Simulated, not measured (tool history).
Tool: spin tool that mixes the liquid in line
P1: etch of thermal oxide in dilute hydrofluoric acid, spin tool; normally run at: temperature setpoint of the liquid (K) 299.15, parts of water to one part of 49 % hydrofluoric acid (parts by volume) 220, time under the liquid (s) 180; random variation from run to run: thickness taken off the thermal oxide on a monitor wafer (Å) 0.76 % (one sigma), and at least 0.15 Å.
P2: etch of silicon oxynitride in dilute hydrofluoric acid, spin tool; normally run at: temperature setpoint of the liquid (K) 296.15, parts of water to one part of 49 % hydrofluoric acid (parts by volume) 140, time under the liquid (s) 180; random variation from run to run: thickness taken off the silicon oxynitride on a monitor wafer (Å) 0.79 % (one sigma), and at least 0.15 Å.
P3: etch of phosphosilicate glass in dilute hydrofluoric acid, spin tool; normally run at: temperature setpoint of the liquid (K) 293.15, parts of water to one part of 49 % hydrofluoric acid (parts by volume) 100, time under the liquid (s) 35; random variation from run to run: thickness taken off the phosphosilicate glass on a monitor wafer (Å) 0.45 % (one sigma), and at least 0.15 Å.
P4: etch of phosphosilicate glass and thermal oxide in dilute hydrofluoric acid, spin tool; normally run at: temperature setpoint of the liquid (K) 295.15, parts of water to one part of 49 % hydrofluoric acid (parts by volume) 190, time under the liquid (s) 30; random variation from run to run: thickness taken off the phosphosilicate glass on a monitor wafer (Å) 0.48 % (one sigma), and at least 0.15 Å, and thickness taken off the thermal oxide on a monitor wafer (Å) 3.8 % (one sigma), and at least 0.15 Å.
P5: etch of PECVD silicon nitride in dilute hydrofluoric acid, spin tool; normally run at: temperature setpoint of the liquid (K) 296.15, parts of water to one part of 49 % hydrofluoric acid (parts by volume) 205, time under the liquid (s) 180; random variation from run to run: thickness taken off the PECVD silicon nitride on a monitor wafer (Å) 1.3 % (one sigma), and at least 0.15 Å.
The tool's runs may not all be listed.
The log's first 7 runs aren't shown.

| run | hour | process that ran | temperature setpoint of the liquid (K) | parts of water to one part of 49 % hydrofluoric acid (parts by volume) | time under the liquid (s) | thickness taken off the thermal oxide on a monitor wafer (Å) | thickness taken off the phosphosilicate glass on a monitor wafer (Å) | thickness taken off the silicon oxynitride on a monitor wafer (Å) | thickness taken off the PECVD silicon nitride on a monitor wafer (Å) |
|---|---|---|---|---|---|---|---|---|---|
| 8 | 29.4 | P1 | 294.15 | 220 | 90 | 15.124 |  |  |  |
| 9 | 32 | P2 | 296.15 | 140 | 180 |  |  | 27.835 |  |
| 10 | 36.9 | P5 | 303.15 | 205 | 180 |  |  |  | 29.917 |
| 11 | 39.9 | P2 | 296.15 | 140 | 30 |  |  | 4.7499 |  |
|  | 40.5 | thermometer replaced |
| 12 | 43.5 | P3 | 293.15 | 175 | 35 |  | 96.179 |  |  |
| 13 | 47.5 | P1 | 307.15 | 220 | 180 | 46.976 |  |  |  |
| 14 | 50.6 | P1 | 299.15 | 220 | 270 | 53.561 |  |  |  |
| 15 | 54.2 | P3 | 293.15 | 100 | 15 |  | 77.459 |  |  |
| 16 | 58.3 | P2 | 304.15 | 140 | 180 |  |  | 40.312 |  |
| 17 | 61.7 | P5 | 296.15 | 205 | 290 |  |  |  | 30.784 |
| 18 | 66.2 | P4 | 290.15 | 190 | 30 | 4.7904 | 66.132 |  |  |
| 19 | 68.9 | P4 | 295.15 | 190 | 15 | 3.0557 | 39.9 |  |  |
| 20 | 72.1 | P5 | 296.15 | 305 | 180 |  |  |  | 13.2 |
| 21 | 77 | P1 | 299.15 | 340 | 180 | 20.565 |  |  |  |
| 22 | 80.9 | P3 | 293.15 | 100 | 35 |  | 181.26 |  |  |

Forecast run 23:
| 23 | 85.6 | P5 | 296.15 | 205 | 180 |  |  |  | ? |

Run 23 gave thickness taken off the PECVD silicon nitride on a monitor wafer (Å) 19.089.

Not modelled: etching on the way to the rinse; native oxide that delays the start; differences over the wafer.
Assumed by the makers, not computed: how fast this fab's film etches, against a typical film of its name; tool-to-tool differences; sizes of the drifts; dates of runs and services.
